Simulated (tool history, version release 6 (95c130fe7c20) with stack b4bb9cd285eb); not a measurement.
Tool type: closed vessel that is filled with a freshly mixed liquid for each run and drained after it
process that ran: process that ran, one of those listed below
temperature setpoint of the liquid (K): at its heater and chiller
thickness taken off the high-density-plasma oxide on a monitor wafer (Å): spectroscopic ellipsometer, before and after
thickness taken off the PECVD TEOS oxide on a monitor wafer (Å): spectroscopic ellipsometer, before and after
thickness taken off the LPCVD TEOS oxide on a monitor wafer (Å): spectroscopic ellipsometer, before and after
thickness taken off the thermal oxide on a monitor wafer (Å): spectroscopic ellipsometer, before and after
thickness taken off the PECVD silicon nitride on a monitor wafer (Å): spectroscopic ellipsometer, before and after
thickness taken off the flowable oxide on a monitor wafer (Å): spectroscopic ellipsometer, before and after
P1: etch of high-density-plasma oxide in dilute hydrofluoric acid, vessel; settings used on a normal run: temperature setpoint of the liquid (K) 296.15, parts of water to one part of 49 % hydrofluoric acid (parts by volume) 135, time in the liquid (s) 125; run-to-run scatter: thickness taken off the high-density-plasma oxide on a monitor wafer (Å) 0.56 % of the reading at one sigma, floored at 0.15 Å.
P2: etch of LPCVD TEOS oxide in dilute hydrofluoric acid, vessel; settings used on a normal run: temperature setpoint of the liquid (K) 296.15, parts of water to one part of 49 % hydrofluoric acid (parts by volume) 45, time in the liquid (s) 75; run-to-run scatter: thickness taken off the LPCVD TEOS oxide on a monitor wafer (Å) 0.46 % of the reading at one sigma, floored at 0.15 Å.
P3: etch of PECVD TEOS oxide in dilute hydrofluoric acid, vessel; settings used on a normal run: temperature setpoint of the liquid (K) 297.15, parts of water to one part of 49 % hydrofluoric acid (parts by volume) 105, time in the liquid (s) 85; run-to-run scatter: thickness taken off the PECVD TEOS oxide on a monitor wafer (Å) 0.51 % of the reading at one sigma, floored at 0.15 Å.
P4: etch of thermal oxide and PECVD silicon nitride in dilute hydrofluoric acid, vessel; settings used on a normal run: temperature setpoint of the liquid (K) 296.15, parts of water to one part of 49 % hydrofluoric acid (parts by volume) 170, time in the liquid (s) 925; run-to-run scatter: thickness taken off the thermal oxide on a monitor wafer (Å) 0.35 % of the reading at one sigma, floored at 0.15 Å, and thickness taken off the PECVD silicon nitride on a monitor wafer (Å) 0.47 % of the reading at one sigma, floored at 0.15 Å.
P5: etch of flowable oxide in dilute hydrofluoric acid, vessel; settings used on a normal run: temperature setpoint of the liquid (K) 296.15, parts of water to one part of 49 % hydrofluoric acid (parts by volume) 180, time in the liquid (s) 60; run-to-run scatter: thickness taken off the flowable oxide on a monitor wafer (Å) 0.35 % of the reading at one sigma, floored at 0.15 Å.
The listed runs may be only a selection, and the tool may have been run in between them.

run   hour  process that ran  temperature setpoint of the liquid (K)  parts of water to one part of 49 % hydrofluoric acid (parts by volume)  time in the liquid (s)  thickness taken off the high-density-plasma oxide on a monitor wafer (Å)  thickness taken off the PECVD TEOS oxide on a monitor wafer (Å)  thickness taken off the LPCVD TEOS oxide on a monitor wafer (Å)  thickness taken off the thermal oxide on a monitor wafer (Å)  thickness taken off the PECVD silicon nitride on a monitor wafer (Å)  thickness taken off the flowable oxide on a monitor wafer (Å)
  1    3.1                P1                                  296.15                                                                     135                     125                                                                    42.416
  2    5.3                P1                                  296.15                                                                     135                     185                                                                     63.15
  3      8                P3                                  297.15                                                                     105                      35                                                                                                                                     83.913
      11.3  -- hydrofluoric acid flow meter replaced
  4   12.2                P1                                  296.15                                                                     190                     225                                                                    51.089
  5   15.9                P1                                  296.15                                                                     135                     125                                                                    42.198
  6   19.6                P2                                  296.15                                                                      45                      30                                                                                                                                                                                                      225.38
  7     23                P4                                  296.15                                                                     170                     925                                                                                                                                                                                                                                                                     230.3                                                                 248.4
  8   25.5                P4                                  296.15                                                                     170                     925                                                                                                                                                                                                                                                                    229.45                                                                248.97
  9   27.9                P2                                  296.15                                                                      45                      75                                                                                                                                                                                                      566.06
 10   30.6                P1                                  296.15                                                                      50                     125                                                                    126.71
 11   33.7                P3                                  291.65                                                                     105                      85                                                                                                                                     161.68
 12   36.8                P2                                  300.15                                                                      45                      75                                                                                                                                                                                                      668.38
 13   38.7                P4                                  296.15                                                                     300                     925                                                                                                                                                                                                                                                                    113.94                                                                142.66
 14   41.3                P1                                  302.65                                                                     135                     125                                                                    53.988
 15   45.1                P1                                  296.15                                                                     240                     125                                                                    21.411
      46.2  -- thermometer replaced
 16   47.3                P1                                  296.15                                                                     135                     125                                                                    41.982
 17   49.5                P1                                  296.15                                                                     135                     125                                                                    42.286
 18   52.5                P5                                  304.15                                                                     180                      60                                                                                                                                                                                                                                                                                                                                                                                                         203.62
 19   56.6                P2                                  296.15                                                                      75                      75                                                                                                                                                                                                      326.77
 20   59.7                P4                                  300.15                                                                     170                     925                                                                                                                                                                                                                                                                    266.89                                                                324.56
 21   63.4                P5                                  296.15                                                                      50                      60                                                                                                                                                                                                                                                                                                                                                                                                         638.51
 22   67.6                P4                                  296.15                                                                     170                    1675                                                                                                                                                                                                                                                                    414.09                                                                454.93
 23   70.8                P5                                  296.15                                                                     180                      60                                                                                                                                                                                                                                                                                                                                                                                                         152.59
 24   73.8                P3                                  297.15                                                                     105                      85                                                                                                                                      203.2
 25   77.1                P2                                  296.15                                                                      45                      75                                                                                                                                                                                                      563.49
 26   80.3                P1                                  290.15                                                                     135                     125                                                                    33.555
 27   83.8                P1                                  290.15                                                                     185                     125                                                                     23.38
 28     87                P1                                  296.15                                                                     135                     125                                                                    42.364
 29   91.3                P5                                  296.15                                                                     180                      30                                                                                                                                                                                                                                                                                                                                                                                                         75.478
 30   94.1                P3                                  297.15                                                                     165                      85                                                                                                                                     121.29
 31   96.4                P1                                  296.15                                                                     135                     125                                                                    41.906
 32   99.4                P1                                  299.65                                                                     135                      50                                                                    19.463
 33  103.2                P1                                  296.15                                                                     135                      55                                                                    18.549
 34  105.9                P5                                  296.15                                                                     180                      60                                                                                                                                                                                                                                                                                                                                                                                                         151.57
 35  108.7                P1                                  296.15                                                                     135                     125                                                                    42.395
 36  111.6                P1                                  296.15                                                                     135                     125                                                                     41.34
 37  115.8                P1                                  296.15                                                                     135                     125                                                                    40.617
 38  119.7                P1                                  296.15                                                                     135                     125                                                                    40.182
 39  123.8                P1                                  296.15                                                                     135                     125                                                                    40.176
 40  127.3                P1                                  296.15                                                                     135                     125                                                                     40.03
 41  131.3                P1                                  296.15                                                                     135                     125                                                                    39.768
 42  134.9                P1                                  296.15                                                                     135                     125                                                                    39.624
 43  137.1                P1                                  296.15                                                                     135                     125                                                                    40.022
 44  140.5                P1                                  296.15                                                                     135                     125                                                                    40.004
 45  142.5                P1                                  296.15                                                                     135                     125                                                                    39.229

What P1 gives has crept off from where it sat before. The 2 causes that follow fit the log equally well, each at the size noted:
A: liquid colder than its thermometer reads (K) = 1.72
B: hydrofluoric acid flow below the setpoint (%) = 5.67
The gradual shift began around hour 108.7.

Below are 4 check runs, each on a single wafer, with their results shown as question marks. Which of them would tell the listed causes apart, meaning the causes would give clearly different results under it?
check 1  144.5                P4                                  296.15                                                                     170                     925                                                                                                                                                                                                                                                                         ?                                                                     ?
check 2  144.5                P2                                  296.15                                                                      45                      75                                                                                                                                                                                                           ?
check 3  144.5                P3                                  297.15                                                                     105                      85                                                                                                                                          ?
check 4  144.5                P5                                  296.15                                                                     180                      60                                                                                                                                                                                                                                                                                                                                                                                                              ?

Predicted outcomes, by check and by cause:
  check                                                                result    if A    if B
check 1          thickness taken off the thermal oxide on a monitor wafer (Å)  214.33  213.63
check 1  thickness taken off the PECVD silicon nitride on a monitor wafer (Å)  222.96  235.42
check 2       thickness taken off the LPCVD TEOS oxide on a monitor wafer (Å)  523.95  529.39
check 3       thickness taken off the PECVD TEOS oxide on a monitor wafer (Å)  190.36  190.82
check 4         thickness taken off the flowable oxide on a monitor wafer (Å)  142.26  141.66
Smallest distance between any two causes, each pair judged by its most separating result, in per cent: check 1 5.44 %; check 2 1.03 %; check 3 0.24 %; check 4 0.42 %
The other checks would show nearly matching results whichever cause is true, so check 1 is the only one that separates the causes.

Check 1 was then run and gave: thickness taken off the thermal oxide on a monitor wafer (Å) 213.88; thickness taken off the PECVD silicon nitride on a monitor wafer (Å) 235.38. Which cause is it?

The cause is B: hydrofluoric acid flow below the setpoint (%).

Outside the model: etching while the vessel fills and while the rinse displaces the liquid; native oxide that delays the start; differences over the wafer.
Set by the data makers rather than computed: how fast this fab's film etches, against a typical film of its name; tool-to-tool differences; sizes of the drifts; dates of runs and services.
